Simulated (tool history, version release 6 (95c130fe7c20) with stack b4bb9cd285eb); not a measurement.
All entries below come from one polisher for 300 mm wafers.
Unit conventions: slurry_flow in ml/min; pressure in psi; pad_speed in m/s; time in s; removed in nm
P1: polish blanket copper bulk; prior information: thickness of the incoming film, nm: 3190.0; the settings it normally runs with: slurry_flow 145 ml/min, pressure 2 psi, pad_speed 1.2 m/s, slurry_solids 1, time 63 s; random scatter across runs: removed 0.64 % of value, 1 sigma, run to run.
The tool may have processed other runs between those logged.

{"run": 1, "day": 0.221, "slurry_flow": 145, "pressure": 2, "pad_speed": 1.2, "slurry_solids": 1, "time": 63, "removed": 545.63}
{"run": 2, "day": 0.583, "slurry_flow": 195, "pressure": 2, "pad_speed": 1.2, "slurry_solids": 1, "time": 63, "removed": 575.76}
{"run": 3, "day": 0.954, "slurry_flow": 145, "pressure": 2.9, "pad_speed": 1.2, "slurry_solids": 1, "time": 63, "removed": 791.05}
{"run": 4, "day": 1.3, "slurry_flow": 145, "pressure": 2, "pad_speed": 1.2, "slurry_solids": 1, "time": 63, "removed": 545.8}
{"run": 5, "day": 1.629, "slurry_flow": 145, "pressure": 0.9, "pad_speed": 1.2, "slurry_solids": 1, "time": 63, "removed": 242.36}
{"run": 6, "day": 1.933, "slurry_flow": 145, "pressure": 2, "pad_speed": 1.2, "slurry_solids": 1, "time": 63, "removed": 546.45}
{"run": 7, "day": 2.183, "slurry_flow": 145, "pressure": 2, "pad_speed": 0.54, "slurry_solids": 1, "time": 63, "removed": 245.67}
{"run": 8, "day": 2.408, "slurry_flow": 145, "pressure": 2, "pad_speed": 1.2, "slurry_solids": 1.45, "time": 63, "removed": 593.26}
{"day": 2.688, "done": "slurry nozzle cleaned"}
{"run": 9, "day": 2.779, "slurry_flow": 85, "pressure": 2, "pad_speed": 1.2, "slurry_solids": 1, "time": 63, "removed": 485.13}
{"run": 10, "day": 3.133, "slurry_flow": 145, "pressure": 2, "pad_speed": 1.2, "slurry_solids": 0.6, "time": 63, "removed": 488.08}
{"run": 11, "day": 3.317, "slurry_flow": 210, "pressure": 2, "pad_speed": 1.2, "slurry_solids": 0.55, "time": 63, "removed": 509.05}
{"run": 12, "day": 3.517, "slurry_flow": 145, "pressure": 2, "pad_speed": 1.2, "slurry_solids": 1, "time": 63, "removed": 542.85}
{"run": 13, "day": 3.867, "slurry_flow": 145, "pressure": 2, "pad_speed": 1.74, "slurry_solids": 1, "time": 63, "removed": 796.86}
{"run": 14, "day": 4.05, "slurry_flow": 145, "pressure": 2, "pad_speed": 1.2, "slurry_solids": 1, "time": 96, "removed": 824.7}
{"run": 15, "day": 4.392, "slurry_flow": 145, "pressure": 2, "pad_speed": 1.62, "slurry_solids": 1, "time": 33, "removed": 386.61}
{"run": 16, "day": 4.662, "slurry_flow": 145, "pressure": 2, "pad_speed": 0.6, "slurry_solids": 1, "time": 37, "removed": 161.02}
{"run": 17, "day": 4.996, "slurry_flow": 145, "pressure": 2, "pad_speed": 1.2, "slurry_solids": 1, "time": 46, "removed": 394.06}
{"run": 18, "day": 5.354, "slurry_flow": 145, "pressure": 2, "pad_speed": 1.2, "slurry_solids": 1, "time": 63, "removed": 547.72}
{"run": 19, "day": 5.662, "slurry_flow": 145, "pressure": 2, "pad_speed": 1.2, "slurry_solids": 1, "time": 63, "removed": 523.6}
{"run": 20, "day": 6.025, "slurry_flow": 145, "pressure": 2, "pad_speed": 1.2, "slurry_solids": 1, "time": 63, "removed": 502.84}
{"day": 6.238, "done": "slurry blender recalibrated"}
{"run": 21, "day": 6.275, "slurry_flow": 145, "pressure": 2, "pad_speed": 1.2, "slurry_solids": 1, "time": 63, "removed": 498.1}
{"day": 6.454, "done": "head pressure recalibrated"}
{"run": 22, "day": 6.504, "slurry_flow": 145, "pressure": 2, "pad_speed": 1.2, "slurry_solids": 1, "time": 63, "removed": 493.97}
{"run": 23, "day": 6.875, "slurry_flow": 145, "pressure": 2, "pad_speed": 1.2, "slurry_solids": 1, "time": 63, "removed": 494.63}
{"run": 24, "day": 7.075, "slurry_flow": 145, "pressure": 2, "pad_speed": 1.2, "slurry_solids": 1, "time": 63, "removed": 496.09}

What P1 gives has crept off from where it sat before. The 2 causes that follow fit the log equally well, each at the size noted:
A: slurry flow missing at the pad, % = 38.5
B: removal rate lost through wear of the pad, % = 10.3
The drift started at roughly day 5.354.
Excluded causes, each with its reason:
head's pressure below its setpoint, %: its service at day 6.454 followed the start of the drift and did not put the process back to its old value
abrasive missing from the slurry, %: its service at day 6.238 followed the start of the drift and did not put the process back to its old value

Which of the 4 check runs listed below separates the causes, so that each cause would produce a clearly different result? Each run uses one wafer, and its results are marked with question marks.
{"run": "check 1", "day": 7.275, "slurry_flow": 145, "pressure": 1.1, "pad_speed": 0.7, "slurry_solids": 1, "time": 63, "removed": "?"}
{"run": "check 2", "day": 7.275, "slurry_flow": 145, "pressure": 2, "pad_speed": 0.58, "slurry_solids": 1, "time": 95, "removed": "?"}
{"run": "check 3", "day": 7.275, "slurry_flow": 95, "pressure": 2, "pad_speed": 1.2, "slurry_solids": 0.7, "time": 63, "removed": "?"}
{"run": "check 4", "day": 7.275, "slurry_flow": 145, "pressure": 2, "pad_speed": 1.2, "slurry_solids": 0.7, "time": 63, "removed": "?"}

If the cause were each of the candidates in turn, the checks would give the following:
check=check_1 result=removed if_A=157.29 if_B=157.22
check=check_2 result=removed if_A=357.32 if_B=357.16
check=check_3 result=removed if_A=395.76 if_B=415.02
check=check_4 result=removed if_A=454.93 if_B=454.73
Per check, the gap between the least separated pair of causes, taken in the result that splits them most: check 1 0.04 %; check 2 0.04 %; check 3 4.75 %; check 4 0.04 %
Check 3 tells the causes apart: in the others they would give nearly the same result.

Then check 3 was run and gave: removed 409.71 nm. Which cause is it?

B is the cause: removal rate lost through wear of the pad, %.

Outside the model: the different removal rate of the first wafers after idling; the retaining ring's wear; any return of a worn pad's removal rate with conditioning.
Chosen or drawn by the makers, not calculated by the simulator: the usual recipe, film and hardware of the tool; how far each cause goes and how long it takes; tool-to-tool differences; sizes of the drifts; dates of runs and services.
